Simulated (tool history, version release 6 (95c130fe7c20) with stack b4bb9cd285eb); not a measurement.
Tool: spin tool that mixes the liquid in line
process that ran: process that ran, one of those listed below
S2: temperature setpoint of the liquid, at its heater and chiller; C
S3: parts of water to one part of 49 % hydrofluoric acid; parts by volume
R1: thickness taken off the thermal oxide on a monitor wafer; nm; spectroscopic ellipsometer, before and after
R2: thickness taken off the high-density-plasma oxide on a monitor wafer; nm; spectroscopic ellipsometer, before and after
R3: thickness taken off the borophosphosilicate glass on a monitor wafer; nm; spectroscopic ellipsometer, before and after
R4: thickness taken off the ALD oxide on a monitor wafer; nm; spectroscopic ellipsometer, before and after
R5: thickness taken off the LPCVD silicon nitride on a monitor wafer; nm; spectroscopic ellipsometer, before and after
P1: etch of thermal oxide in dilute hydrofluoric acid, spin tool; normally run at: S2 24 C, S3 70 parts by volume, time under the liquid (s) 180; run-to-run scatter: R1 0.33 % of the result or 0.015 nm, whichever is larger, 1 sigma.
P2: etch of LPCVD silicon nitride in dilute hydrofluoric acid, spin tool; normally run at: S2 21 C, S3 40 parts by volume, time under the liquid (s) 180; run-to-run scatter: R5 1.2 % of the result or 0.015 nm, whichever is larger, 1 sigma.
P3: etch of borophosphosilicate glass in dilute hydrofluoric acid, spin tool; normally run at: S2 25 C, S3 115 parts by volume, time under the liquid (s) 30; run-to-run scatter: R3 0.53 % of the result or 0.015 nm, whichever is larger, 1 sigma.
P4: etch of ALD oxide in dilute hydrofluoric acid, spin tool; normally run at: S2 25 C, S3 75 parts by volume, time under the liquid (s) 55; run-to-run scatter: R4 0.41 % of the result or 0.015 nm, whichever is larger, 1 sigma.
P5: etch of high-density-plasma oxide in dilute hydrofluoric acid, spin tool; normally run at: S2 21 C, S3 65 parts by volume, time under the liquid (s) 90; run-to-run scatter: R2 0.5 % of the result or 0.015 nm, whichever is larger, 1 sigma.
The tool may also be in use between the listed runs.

run 1 day=0.546 | process_that_ran=P1 S2=24 S3=70 time_under_the_liquid_(s)=180 | R1=13.119
run 2 day=0.871 | process_that_ran=P1 S2=24 S3=70 time_under_the_liquid_(s)=180 | R1=13.213
run 3 day=1.15 | process_that_ran=P1 S2=24 S3=70 time_under_the_liquid_(s)=45 | R1=3.2862
run 4 day=1.725 | process_that_ran=P1 S2=24 S3=70 time_under_the_liquid_(s)=180 | R1=13.233
-- day=2.025 thermometer replaced
run 5 day=2.312 | process_that_ran=P5 S2=21 S3=65 time_under_the_liquid_(s)=15 | R2=1.2925
run 6 day=2.729 | process_that_ran=P5 S2=25.5 S3=65 time_under_the_liquid_(s)=90 | R2=9.2662
run 7 day=3.021 | process_that_ran=P1 S2=24 S3=70 time_under_the_liquid_(s)=180 | R1=13.145
run 8 day=3.383 | process_that_ran=P3 S2=25 S3=115 time_under_the_liquid_(s)=15 | R3=11.692
run 9 day=3.646 | process_that_ran=P3 S2=31.5 S3=115 time_under_the_liquid_(s)=30 | R3=30.05
run 10 day=4.212 | process_that_ran=P3 S2=25 S3=115 time_under_the_liquid_(s)=30 | R3=23.148
run 11 day=4.708 | process_that_ran=P5 S2=21 S3=90 time_under_the_liquid_(s)=90 | R2=5.3352
run 12 day=5.062 | process_that_ran=P1 S2=24 S3=20 time_under_the_liquid_(s)=180 | R1=49.252
run 13 day=5.646 | process_that_ran=P4 S2=29 S3=75 time_under_the_liquid_(s)=55 | R4=19.142
run 14 day=5.954 | process_that_ran=P4 S2=25 S3=75 time_under_the_liquid_(s)=15 | R4=4.5112
run 15 day=6.212 | process_that_ran=P1 S2=24 S3=110 time_under_the_liquid_(s)=30 | R1=1.3162
run 16 day=6.625 | process_that_ran=P1 S2=28.5 S3=70 time_under_the_liquid_(s)=180 | R1=15.801
run 17 day=7.162 | process_that_ran=P1 S2=24 S3=125 time_under_the_liquid_(s)=180 | R1=6.9001
run 18 day=7.617 | process_that_ran=P2 S2=21 S3=40 time_under_the_liquid_(s)=15 | R5=0.15034
run 19 day=7.917 | process_that_ran=P1 S2=24 S3=115 time_under_the_liquid_(s)=15 | R1=0.67555
run 20 day=8.279 | process_that_ran=P1 S2=17 S3=70 time_under_the_liquid_(s)=180 | R1=9.8677
run 21 day=8.838 | process_that_ran=P2 S2=21 S3=25 time_under_the_liquid_(s)=180 | R5=2.9243
run 22 day=9.254 | process_that_ran=P4 S2=25 S3=115 time_under_the_liquid_(s)=55 | R4=10.152
run 23 day=9.804 | process_that_ran=P2 S2=21 S3=40 time_under_the_liquid_(s)=180 | R5=1.8708
run 24 day=10.183 | process_that_ran=P4 S2=25 S3=75 time_under_the_liquid_(s)=55 | R4=16.416
-- day=10.571 hydrofluoric acid flow meter replaced
run 25 day=10.638 | process_that_ran=P1 S2=24 S3=70 time_under_the_liquid_(s)=265 | R1=19.562
run 26 day=11.025 | process_that_ran=P2 S2=27.5 S3=40 time_under_the_liquid_(s)=180 | R5=2.9379
run 27 day=11.358 | process_that_ran=P3 S2=25 S3=170 time_under_the_liquid_(s)=30 | R3=14.77
run 28 day=11.746 | process_that_ran=P5 S2=21 S3=65 time_under_the_liquid_(s)=90 | R2=7.5886
run 29 day=12.092 | process_that_ran=P4 S2=25 S3=75 time_under_the_liquid_(s)=55 | R4=16.443
run 30 day=12.4 | process_that_ran=P1 S2=24 S3=70 time_under_the_liquid_(s)=180 | R1=13.239
run 31 day=12.896 | process_that_ran=P1 S2=24 S3=70 time_under_the_liquid_(s)=180 | R1=12.808
run 32 day=13.458 | process_that_ran=P1 S2=24 S3=70 time_under_the_liquid_(s)=180 | R1=12.694
run 33 day=13.967 | process_that_ran=P1 S2=24 S3=70 time_under_the_liquid_(s)=180 | R1=12.575
run 34 day=14.388 | process_that_ran=P1 S2=24 S3=70 time_under_the_liquid_(s)=180 | R1=12.561
run 35 day=14.725 | process_that_ran=P1 S2=24 S3=70 time_under_the_liquid_(s)=180 | R1=12.411
run 36 day=14.996 | process_that_ran=P1 S2=24 S3=70 time_under_the_liquid_(s)=180 | R1=12.445
run 37 day=15.45 | process_that_ran=P1 S2=24 S3=70 time_under_the_liquid_(s)=180 | R1=12.354
run 38 day=15.717 | process_that_ran=P1 S2=24 S3=70 time_under_the_liquid_(s)=180 | R1=12.382
run 39 day=16.15 | process_that_ran=P1 S2=24 S3=70 time_under_the_liquid_(s)=180 | R1=12.359

What P1 gives has crept away from where it was. These 2 causes fit the log equally well, each at the size given:
A: liquid colder than its thermometer reads (K) = 1.52
B: hydrofluoric acid flow below the setpoint (%) = 5.49
The creep began at about day 12.4.

4 check runs are offered, each on 5 wafers whose results are averaged, their results left as question marks. Which one tells the causes apart?
run check 1 day=16.583 | process_that_ran=P4 S2=25 S3=75 time_under_the_liquid_(s)=55 | R4=?
run check 2 day=16.583 | process_that_ran=P3 S2=25 S3=115 time_under_the_liquid_(s)=30 | R3=?
run check 3 day=16.583 | process_that_ran=P2 S2=21 S3=40 time_under_the_liquid_(s)=180 | R5=?
run check 4 day=16.583 | process_that_ran=P5 S2=21 S3=65 time_under_the_liquid_(s)=90 | R2=?

What each check would give under each cause:
check=check_1 result=R4 if_A=15.408 if_B=15.393
check=check_2 result=R3 if_A=22.019 if_B=21.905
check=check_3 result=R5 if_A=1.6826 if_B=1.771
check=check_4 result=R2 if_A=7.1532 if_B=7.1725
How far apart the two closest causes lie, in the result that separates them most: check 1 0.1 %; check 2 0.52 %; check 3 5.12 %; check 4 0.27 %
Only check 3 tells the causes apart: in the others they would give nearly the same result.

Then check 3 was run and gave: R5 1.7775 nm. Which cause is it?

It is B: hydrofluoric acid flow below the setpoint (%).
